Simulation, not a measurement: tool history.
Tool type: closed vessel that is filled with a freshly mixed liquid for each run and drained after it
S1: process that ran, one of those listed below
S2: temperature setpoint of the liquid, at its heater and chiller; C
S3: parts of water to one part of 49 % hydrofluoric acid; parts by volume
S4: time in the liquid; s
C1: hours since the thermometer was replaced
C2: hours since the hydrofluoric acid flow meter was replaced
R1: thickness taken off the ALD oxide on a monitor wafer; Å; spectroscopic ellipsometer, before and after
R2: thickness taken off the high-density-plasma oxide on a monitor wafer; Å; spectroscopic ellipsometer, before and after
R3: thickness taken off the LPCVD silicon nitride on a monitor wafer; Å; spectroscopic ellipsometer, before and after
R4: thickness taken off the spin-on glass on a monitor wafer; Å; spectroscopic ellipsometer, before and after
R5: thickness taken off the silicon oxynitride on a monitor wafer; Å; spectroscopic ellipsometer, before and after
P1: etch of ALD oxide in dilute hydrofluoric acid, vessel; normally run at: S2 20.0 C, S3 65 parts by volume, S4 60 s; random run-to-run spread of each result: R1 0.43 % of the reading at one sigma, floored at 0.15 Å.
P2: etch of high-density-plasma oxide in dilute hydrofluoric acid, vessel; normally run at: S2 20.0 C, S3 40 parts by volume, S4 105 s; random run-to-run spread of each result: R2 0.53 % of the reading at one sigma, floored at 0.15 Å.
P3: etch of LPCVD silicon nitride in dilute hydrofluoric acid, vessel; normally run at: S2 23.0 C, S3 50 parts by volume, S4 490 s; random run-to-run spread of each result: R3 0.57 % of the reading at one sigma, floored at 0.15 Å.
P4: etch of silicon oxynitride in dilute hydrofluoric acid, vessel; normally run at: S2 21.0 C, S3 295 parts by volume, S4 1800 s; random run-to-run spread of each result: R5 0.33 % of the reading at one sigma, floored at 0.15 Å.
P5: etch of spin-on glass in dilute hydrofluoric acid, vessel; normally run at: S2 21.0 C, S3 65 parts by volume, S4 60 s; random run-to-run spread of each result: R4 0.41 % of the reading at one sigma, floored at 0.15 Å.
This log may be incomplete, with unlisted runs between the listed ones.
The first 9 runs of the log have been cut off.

Run 10, hour 83.3: S1 P3, S2 23.0 C, S3 90 parts by volume, S4 490 s; C1 663.3; C2 328.2. Result: R3 24.193 Å.
Run 11, hour 91.9: S1 P5, S2 26.5 C, S3 65 parts by volume, S4 60 s; C1 671.9; C2 336.8. Result: R4 319.85 Å.
Run 12, hour 99.8: S1 P4, S2 17.0 C, S3 295 parts by volume, S4 1800 s; C1 679.8; C2 344.7. Result: R5 119.740 Å.
Run 13, hour 108.6: S1 P4, S2 21.0 C, S3 120 parts by volume, S4 1800 s; C1 688.6; C2 353.5. Result: R5 393.830 Å.
Run 14, hour 118.5: S1 P3, S2 29.5 C, S3 50 parts by volume, S4 490 s; C1 698.5; C2 363.4. Result: R3 66.446 Å.
Run 15, hour 123.5: S1 P1, S2 20.0 C, S3 65 parts by volume, S4 30 s; C1 703.5; C2 368.4. Result: R1 73.510 Å.
Run 16, hour 131.2: S1 P1, S2 20.0 C, S3 65 parts by volume, S4 60 s; C1 711.2; C2 376.1. Result: R1 147.360 Å.
At hour 131.7: thermometer replaced.
Run 17, hour 140.0: S1 P1, S2 20.0 C, S3 65 parts by volume, S4 60 s; C1 8.4; C2 384.9. Result: R1 146.830 Å.
Run 18, hour 145.3: S1 P3, S2 23.0 C, S3 50 parts by volume, S4 490 s; C1 13.7; C2 390.2. Result: R3 43.357 Å.
Run 19, hour 150.2: S1 P1, S2 20.0 C, S3 20 parts by volume, S4 60 s; C1 18.6; C2 395.1. Result: R1 505.460 Å.
Run 20, hour 159.1: S1 P1, S2 20.0 C, S3 95 parts by volume, S4 60 s; C1 27.5; C2 404.0. Result: R1 96.545 Å.
Run 21, hour 164.1: S1 P1, S2 20.0 C, S3 30 parts by volume, S4 30 s; C1 32.5; C2 409.0. Result: R1 165.410 Å.
Run 22, hour 173.1: S1 P4, S2 21.0 C, S3 295 parts by volume, S4 1800 s; C1 41.5; C2 418.0. Result: R5 143.360 Å.
Run 23, hour 179.4: S1 P2, S2 20.0 C, S3 40 parts by volume, S4 105 s; C1 47.8; C2 424.3. Result: R2 122.010 Å.
Run 24, hour 189.5: S1 P5, S2 21.0 C, S3 65 parts by volume, S4 60 s; C1 57.9; C2 434.4. Result: R4 257.36 Å.
Run 25, hour 195.1: S1 P2, S2 28.0 C, S3 40 parts by volume, S4 105 s; C1 63.5; C2 440.0. Result: R2 168.310 Å.
Run 26, hour 201.0: S1 P1, S2 25.5 C, S3 65 parts by volume, S4 60 s; C1 69.4; C2 445.9. Result: R1 183.600 Å.
Run 27, hour 206.7: S1 P4, S2 21.0 C, S3 295 parts by volume, S4 805 s; C1 75.1; C2 451.6. Result: R5 64.293 Å.
Run 28, hour 211.4: S1 P5, S2 21.0 C, S3 25 parts by volume, S4 60 s; C1 79.8; C2 456.3. Result: R4 702.57 Å.
Run 29, hour 222.1: S1 P1, S2 17.0 C, S3 65 parts by volume, S4 60 s; C1 90.5; C2 467.0. Result: R1 129.840 Å.
Run 30, hour 227.1: S1 P1, S2 25.5 C, S3 65 parts by volume, S4 30 s; C1 95.5; C2 472.0. Result: R1 92.358 Å.

Predict the results of run 31:
Run 31, hour 232.5: S1 P2, S2 20.0 C, S3 40 parts by volume, S4 105 s; C1 100.9; C2 477.4. Result: R2 ?.

Run 31 yielded R2 121.740 Å.
